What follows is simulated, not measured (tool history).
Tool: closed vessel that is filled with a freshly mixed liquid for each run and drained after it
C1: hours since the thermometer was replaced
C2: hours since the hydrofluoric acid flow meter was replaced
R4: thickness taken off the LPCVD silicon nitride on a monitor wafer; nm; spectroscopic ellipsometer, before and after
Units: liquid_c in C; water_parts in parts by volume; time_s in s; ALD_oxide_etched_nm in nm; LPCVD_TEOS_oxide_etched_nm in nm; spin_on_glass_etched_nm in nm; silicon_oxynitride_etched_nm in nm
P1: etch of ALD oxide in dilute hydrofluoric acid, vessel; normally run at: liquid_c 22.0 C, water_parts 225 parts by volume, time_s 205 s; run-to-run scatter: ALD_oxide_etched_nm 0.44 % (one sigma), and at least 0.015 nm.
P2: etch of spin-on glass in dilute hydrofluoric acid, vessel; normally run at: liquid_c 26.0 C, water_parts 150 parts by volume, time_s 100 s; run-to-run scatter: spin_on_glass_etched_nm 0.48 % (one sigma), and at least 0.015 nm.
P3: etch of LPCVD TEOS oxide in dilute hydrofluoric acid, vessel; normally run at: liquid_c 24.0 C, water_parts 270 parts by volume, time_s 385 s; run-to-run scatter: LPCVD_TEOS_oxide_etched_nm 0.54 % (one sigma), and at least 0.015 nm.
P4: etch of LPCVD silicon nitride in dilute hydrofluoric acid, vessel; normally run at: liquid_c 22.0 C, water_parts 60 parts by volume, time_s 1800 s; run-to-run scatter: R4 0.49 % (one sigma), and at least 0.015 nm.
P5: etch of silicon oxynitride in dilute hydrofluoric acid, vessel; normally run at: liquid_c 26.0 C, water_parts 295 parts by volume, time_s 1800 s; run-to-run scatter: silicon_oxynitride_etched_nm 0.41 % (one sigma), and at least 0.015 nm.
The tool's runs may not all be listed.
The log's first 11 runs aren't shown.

run 12 day=2.454 | process=P4 liquid_c=17.0 water_parts=60 time_s=1800 | C1=894.3 C2=242.3 | R4=8.6073
run 13 day=2.642 | process=P2 liquid_c=26.0 water_parts=150 time_s=170 | C1=898.8 C2=246.8 | spin_on_glass_etched_nm=42.854
run 14 day=2.867 | process=P2 liquid_c=26.0 water_parts=220 time_s=100 | C1=904.2 C2=252.2 | spin_on_glass_etched_nm=15.682
run 15 day=3.079 | process=P4 liquid_c=22.0 water_parts=60 time_s=1800 | C1=909.3 C2=257.3 | R4=12.1850
run 16 day=3.250 | process=P1 liquid_c=22.0 water_parts=325 time_s=315 | C1=913.4 C2=261.4 | ALD_oxide_etched_nm=15.0860
run 17 day=3.454 | process=P1 liquid_c=22.0 water_parts=225 time_s=30 | C1=918.3 C2=266.3 | ALD_oxide_etched_nm=2.3078
run 18 day=3.692 | process=P1 liquid_c=22.0 water_parts=225 time_s=205 | C1=924.0 C2=272.0 | ALD_oxide_etched_nm=15.7230
run 19 day=3.892 | process=P5 liquid_c=21.5 water_parts=295 time_s=1800 | C1=928.8 C2=276.8 | silicon_oxynitride_etched_nm=6.8674
run 20 day=4.125 | process=P1 liquid_c=22.0 water_parts=110 time_s=205 | C1=934.4 C2=282.4 | ALD_oxide_etched_nm=36.3350
run 21 day=4.262 | process=P5 liquid_c=26.0 water_parts=125 time_s=1800 | C1=937.7 C2=285.7 | silicon_oxynitride_etched_nm=22.5970
run 22 day=4.412 | process=P5 liquid_c=26.0 water_parts=295 time_s=1800 | C1=941.3 C2=289.3 | silicon_oxynitride_etched_nm=8.2752
run 23 day=4.575 | process=P4 liquid_c=22.0 water_parts=60 time_s=1800 | C1=945.2 C2=293.2 | R4=12.1800
run 24 day=4.829 | process=P1 liquid_c=28.5 water_parts=225 time_s=205 | C1=951.3 C2=299.3 | ALD_oxide_etched_nm=19.8760
run 25 day=5.071 | process=P4 liquid_c=22.0 water_parts=60 time_s=3385 | C1=957.1 C2=305.1 | R4=22.8130
run 26 day=5.308 | process=P1 liquid_c=22.0 water_parts=225 time_s=205 | C1=962.8 C2=310.8 | ALD_oxide_etched_nm=15.6340
run 27 day=5.571 | process=P3 liquid_c=24.0 water_parts=270 time_s=385 | C1=969.1 C2=317.1 | LPCVD_TEOS_oxide_etched_nm=50.6830
run 28 day=5.821 | process=P1 liquid_c=28.0 water_parts=115 time_s=205 | C1=975.1 C2=323.1 | ALD_oxide_etched_nm=43.3130
run 29 day=5.958 | process=P5 liquid_c=26.0 water_parts=295 time_s=1800 | C1=978.4 C2=326.4 | silicon_oxynitride_etched_nm=8.3797
run 30 day=6.129 | process=P1 liquid_c=22.0 water_parts=355 time_s=205 | C1=982.5 C2=330.5 | ALD_oxide_etched_nm=8.7970
run 31 day=6.342 | process=P5 liquid_c=26.0 water_parts=295 time_s=315 | C1=987.6 C2=335.6 | silicon_oxynitride_etched_nm=1.5000
run 32 day=6.471 | process=P1 liquid_c=22.0 water_parts=225 time_s=205 | C1=990.7 C2=338.7 | ALD_oxide_etched_nm=15.7050

The next listed run, before its measurement:
run 33 day=6.642 | process=P1 liquid_c=22.0 water_parts=225 time_s=205 | C1=994.8 C2=342.8 | ALD_oxide_etched_nm=?

Run 33 gave ALD_oxide_etched_nm 16.2510 nm.

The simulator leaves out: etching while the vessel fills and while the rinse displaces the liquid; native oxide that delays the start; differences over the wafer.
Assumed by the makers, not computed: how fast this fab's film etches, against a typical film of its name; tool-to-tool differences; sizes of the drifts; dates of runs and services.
